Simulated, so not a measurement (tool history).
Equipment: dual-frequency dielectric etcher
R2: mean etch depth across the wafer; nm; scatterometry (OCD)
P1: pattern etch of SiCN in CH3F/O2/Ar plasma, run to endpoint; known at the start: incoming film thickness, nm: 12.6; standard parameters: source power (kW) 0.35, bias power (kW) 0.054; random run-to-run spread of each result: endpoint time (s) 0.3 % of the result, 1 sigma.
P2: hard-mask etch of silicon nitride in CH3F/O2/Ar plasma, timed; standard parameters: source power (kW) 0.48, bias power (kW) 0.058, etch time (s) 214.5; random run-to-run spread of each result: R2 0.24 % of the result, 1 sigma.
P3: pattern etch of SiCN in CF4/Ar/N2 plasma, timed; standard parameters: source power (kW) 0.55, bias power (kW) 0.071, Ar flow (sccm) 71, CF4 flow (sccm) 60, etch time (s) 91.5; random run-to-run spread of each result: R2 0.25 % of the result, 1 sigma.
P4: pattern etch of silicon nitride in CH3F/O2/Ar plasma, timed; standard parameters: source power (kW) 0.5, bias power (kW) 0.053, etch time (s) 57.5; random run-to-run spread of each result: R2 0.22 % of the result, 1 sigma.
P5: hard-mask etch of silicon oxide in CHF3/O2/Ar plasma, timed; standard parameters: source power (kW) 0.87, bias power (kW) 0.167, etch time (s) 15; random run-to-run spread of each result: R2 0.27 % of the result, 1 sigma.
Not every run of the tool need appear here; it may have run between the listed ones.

Run 1, hour 11: process that ran P1, source power (kW) 0.35, bias power (kW) 0.054. Result: endpoint time (s) 39.323.
Run 2, hour 23.8: process that ran P4, source power (kW) 0.5, bias power (kW) 0.053, etch time (s) 57.5. Result: R2 39.665 nm.
At hour 36.7: bias power generator calibrated.
Run 3, hour 37.5: process that ran P1, source power (kW) 0.35, bias power (kW) 0.054. Result: endpoint time (s) 39.554.
Run 4, hour 49.1: process that ran P1, source power (kW) 0.35, bias power (kW) 0.07. Result: endpoint time (s) 36.389.
Run 5, hour 64.1: process that ran P2, source power (kW) 0.31, bias power (kW) 0.058, etch time (s) 214.5. Result: R2 124.26 nm.
Run 6, hour 79.8: process that ran P3, source power (kW) 0.55, bias power (kW) 0.071, etch time (s) 91.5, Ar flow (sccm) 71, CF4 flow (sccm) 41. Result: R2 89.596 nm.
Run 7, hour 89.9: process that ran P4, source power (kW) 0.5, bias power (kW) 0.053, etch time (s) 57.5. Result: R2 39.549 nm.
Run 8, hour 102.4: process that ran P3, source power (kW) 0.72, bias power (kW) 0.071, etch time (s) 91.5, Ar flow (sccm) 71, CF4 flow (sccm) 60. Result: R2 120.11 nm.
Run 9, hour 112.1: process that ran P1, source power (kW) 0.48, bias power (kW) 0.04. Result: endpoint time (s) 38.493.
Run 10, hour 121.2: process that ran P1, source power (kW) 0.35, bias power (kW) 0.054. Result: endpoint time (s) 39.342.
Run 11, hour 132.7: process that ran P5, source power (kW) 0.87, bias power (kW) 0.167, etch time (s) 21.5. Result: R2 47.819 nm.
Run 12, hour 144.1: process that ran P4, source power (kW) 0.5, bias power (kW) 0.07, etch time (s) 57.5. Result: R2 43.318 nm.
Run 13, hour 157.3: process that ran P4, source power (kW) 0.3, bias power (kW) 0.053, etch time (s) 57.5. Result: R2 32.581 nm.
Run 14, hour 165.6: process that ran P3, source power (kW) 0.55, bias power (kW) 0.055, etch time (s) 91.5, Ar flow (sccm) 71, CF4 flow (sccm) 60. Result: R2 87.56 nm.
Run 15, hour 172.7: process that ran P5, source power (kW) 0.87, bias power (kW) 0.215, etch time (s) 15. Result: R2 36.114 nm.
Run 16, hour 181: process that ran P4, source power (kW) 0.5, bias power (kW) 0.053, etch time (s) 75. Result: R2 51.751 nm.
Run 17, hour 190.9: process that ran P3, source power (kW) 0.55, bias power (kW) 0.071, etch time (s) 91.5, Ar flow (sccm) 71, CF4 flow (sccm) 60. Result: R2 95.106 nm.
Run 18, hour 199.5: process that ran P5, source power (kW) 0.87, bias power (kW) 0.167, etch time (s) 15. Result: R2 33.197 nm.
Run 19, hour 213.5: process that ran P2, source power (kW) 0.48, bias power (kW) 0.036, etch time (s) 214.5. Result: R2 128.23 nm.
Run 20, hour 220.8: process that ran P1, source power (kW) 0.42, bias power (kW) 0.04. Result: endpoint time (s) 40.631.
Run 21, hour 230.2: process that ran P1, source power (kW) 0.44, bias power (kW) 0.054. Result: endpoint time (s) 36.397.
Run 22, hour 242.9: process that ran P2, source power (kW) 0.48, bias power (kW) 0.058, etch time (s) 214.5. Result: R2 146.85 nm.
Run 23, hour 258.3: process that ran P5, source power (kW) 0.61, bias power (kW) 0.167, etch time (s) 15. Result: R2 29.043 nm.
Run 24, hour 267.4: process that ran P5, source power (kW) 0.87, bias power (kW) 0.167, etch time (s) 15. Result: R2 33.428 nm.
Run 25, hour 277.9: process that ran P1, source power (kW) 0.25, bias power (kW) 0.054. Result: endpoint time (s) 45.235.
Run 26, hour 286.8: process that ran P2, source power (kW) 0.48, bias power (kW) 0.058, etch time (s) 167. Result: R2 114.74 nm.
Run 27, hour 295.4: process that ran P1, source power (kW) 0.35, bias power (kW) 0.054. Result: endpoint time (s) 39.626.
Run 28, hour 303.5: process that ran P1, source power (kW) 0.35, bias power (kW) 0.031. Result: endpoint time (s) 47.014.
Run 29, hour 314.9: process that ran P3, source power (kW) 0.55, bias power (kW) 0.071, etch time (s) 50.5, Ar flow (sccm) 71, CF4 flow (sccm) 60. Result: R2 52.451 nm.
Run 30, hour 326.1: process that ran P3, source power (kW) 0.55, bias power (kW) 0.071, etch time (s) 91.5, Ar flow (sccm) 51, CF4 flow (sccm) 60. Result: R2 99.328 nm.
Run 31, hour 339.5: process that ran P1, source power (kW) 0.35, bias power (kW) 0.054. Result: endpoint time (s) 39.529.
Run 32, hour 351.2: process that ran P1, source power (kW) 0.35, bias power (kW) 0.054. Result: endpoint time (s) 39.216.

What will run 33 give?
Run 33, hour 358.3: process that ran P1, source power (kW) 0.35, bias power (kW) 0.054. Result: endpoint time (s) ?.

{"run 33": {"endpoint time (s)": 39.353}}
